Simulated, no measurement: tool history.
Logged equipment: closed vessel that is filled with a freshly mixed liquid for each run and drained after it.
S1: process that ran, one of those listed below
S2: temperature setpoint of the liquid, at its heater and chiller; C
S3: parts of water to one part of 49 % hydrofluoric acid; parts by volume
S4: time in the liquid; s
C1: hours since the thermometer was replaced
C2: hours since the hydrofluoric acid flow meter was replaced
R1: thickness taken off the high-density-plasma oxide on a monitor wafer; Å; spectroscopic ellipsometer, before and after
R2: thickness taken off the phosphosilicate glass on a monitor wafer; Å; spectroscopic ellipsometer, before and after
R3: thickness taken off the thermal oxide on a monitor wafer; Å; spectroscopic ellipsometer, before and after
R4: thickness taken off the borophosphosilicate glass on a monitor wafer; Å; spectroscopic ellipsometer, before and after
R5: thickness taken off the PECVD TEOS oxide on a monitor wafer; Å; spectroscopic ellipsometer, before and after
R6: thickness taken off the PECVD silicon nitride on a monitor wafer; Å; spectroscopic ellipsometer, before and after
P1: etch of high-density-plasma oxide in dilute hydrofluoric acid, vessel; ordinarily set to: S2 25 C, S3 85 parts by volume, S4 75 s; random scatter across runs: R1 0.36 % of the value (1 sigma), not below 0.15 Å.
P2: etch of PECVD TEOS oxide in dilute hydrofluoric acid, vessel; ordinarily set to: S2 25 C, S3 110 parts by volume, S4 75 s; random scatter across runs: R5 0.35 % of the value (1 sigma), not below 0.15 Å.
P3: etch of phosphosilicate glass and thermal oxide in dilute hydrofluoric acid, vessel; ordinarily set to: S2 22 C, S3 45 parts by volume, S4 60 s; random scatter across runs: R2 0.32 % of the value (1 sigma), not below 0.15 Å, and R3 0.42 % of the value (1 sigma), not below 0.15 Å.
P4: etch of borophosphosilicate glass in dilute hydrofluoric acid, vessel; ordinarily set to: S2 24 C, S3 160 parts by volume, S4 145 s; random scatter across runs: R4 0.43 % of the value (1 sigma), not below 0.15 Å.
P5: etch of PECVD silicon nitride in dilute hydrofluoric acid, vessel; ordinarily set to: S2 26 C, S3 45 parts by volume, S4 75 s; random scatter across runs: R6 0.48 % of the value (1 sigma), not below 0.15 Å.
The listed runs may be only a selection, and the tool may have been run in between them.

run   hour  S1    S2   S3   S4      C1     C2      R1      R2      R3      R4      R5      R6
  1    5.1  P1    25   85   75  1573.9  254.4  65.726
  2   12.9  P1    25   85   75  1581.7  262.2  66.034
  3   16.6  P3    22   45   60  1585.4  265.9          1653.6  59.841
  4     22  P4    24  220  145  1590.8  271.3                          175.47
  5   26.4  P2    25  190   75  1595.2  275.7                                  31.568
  6   31.5  P1  19.5   85   75  1600.3  280.8  53.057
      35.7  -- hydrofluoric acid flow meter replaced
  7   37.7  P2  18.5  110   75  1606.5    2.1                                  46.237
  8     43  P5    26   45   75  1611.8    7.4                                          89.034
  9   46.5  P1    25   85   30  1615.3   10.9  26.152
 10   54.1  P1    25  150   75  1622.9   18.5  34.456
 11     58  P4    19  160  145  1626.8   22.4                           210.6
 12   61.5  P1    25   85   75  1630.3   25.9  65.734
 13   69.2  P1    30   85   75    1638   33.6  79.778
 14   75.2  P3    22   30   60    1644   39.6          2547.7  91.298
 15   78.9  P1    25   85   75  1647.7   43.3  65.498
 16   84.8  P1    25   50   75  1653.6   49.2  116.52
 17   91.1  P1    25   85   75  1659.9   55.5  65.198
 18   97.3  P3  28.5   45   60  1666.1   61.7          2164.5  78.783
 19  104.2  P4    24  160  145    1673   68.6                           256.8
 20  109.8  P5    26   20   75  1678.6   74.2                                          192.64
 21  115.6  P2    25  110   75  1684.4     80                                   59.93
 22  122.7  P3    22   45   60  1691.5   87.1          1654.8  59.569
 23  130.2  P3    22   45   30    1699   94.6          829.06  29.716
 24  133.7  P2    25  110   40  1702.5   98.1                                  31.935
 25  138.9  P5    26   45   30  1707.7  103.3                                          35.472
 26  142.6  P1    25   85   75  1711.4    107  65.529
 27  146.7  P1    18   85  125  1715.5  111.1   82.44
 28  153.2  P2    25  110   75    1722  117.6                                  59.954

The next listed run, before its measurement:
 29  158.2  P5  32  45  75  1727  122.6                       ?

Run 29 gave R6 131.81 Å.

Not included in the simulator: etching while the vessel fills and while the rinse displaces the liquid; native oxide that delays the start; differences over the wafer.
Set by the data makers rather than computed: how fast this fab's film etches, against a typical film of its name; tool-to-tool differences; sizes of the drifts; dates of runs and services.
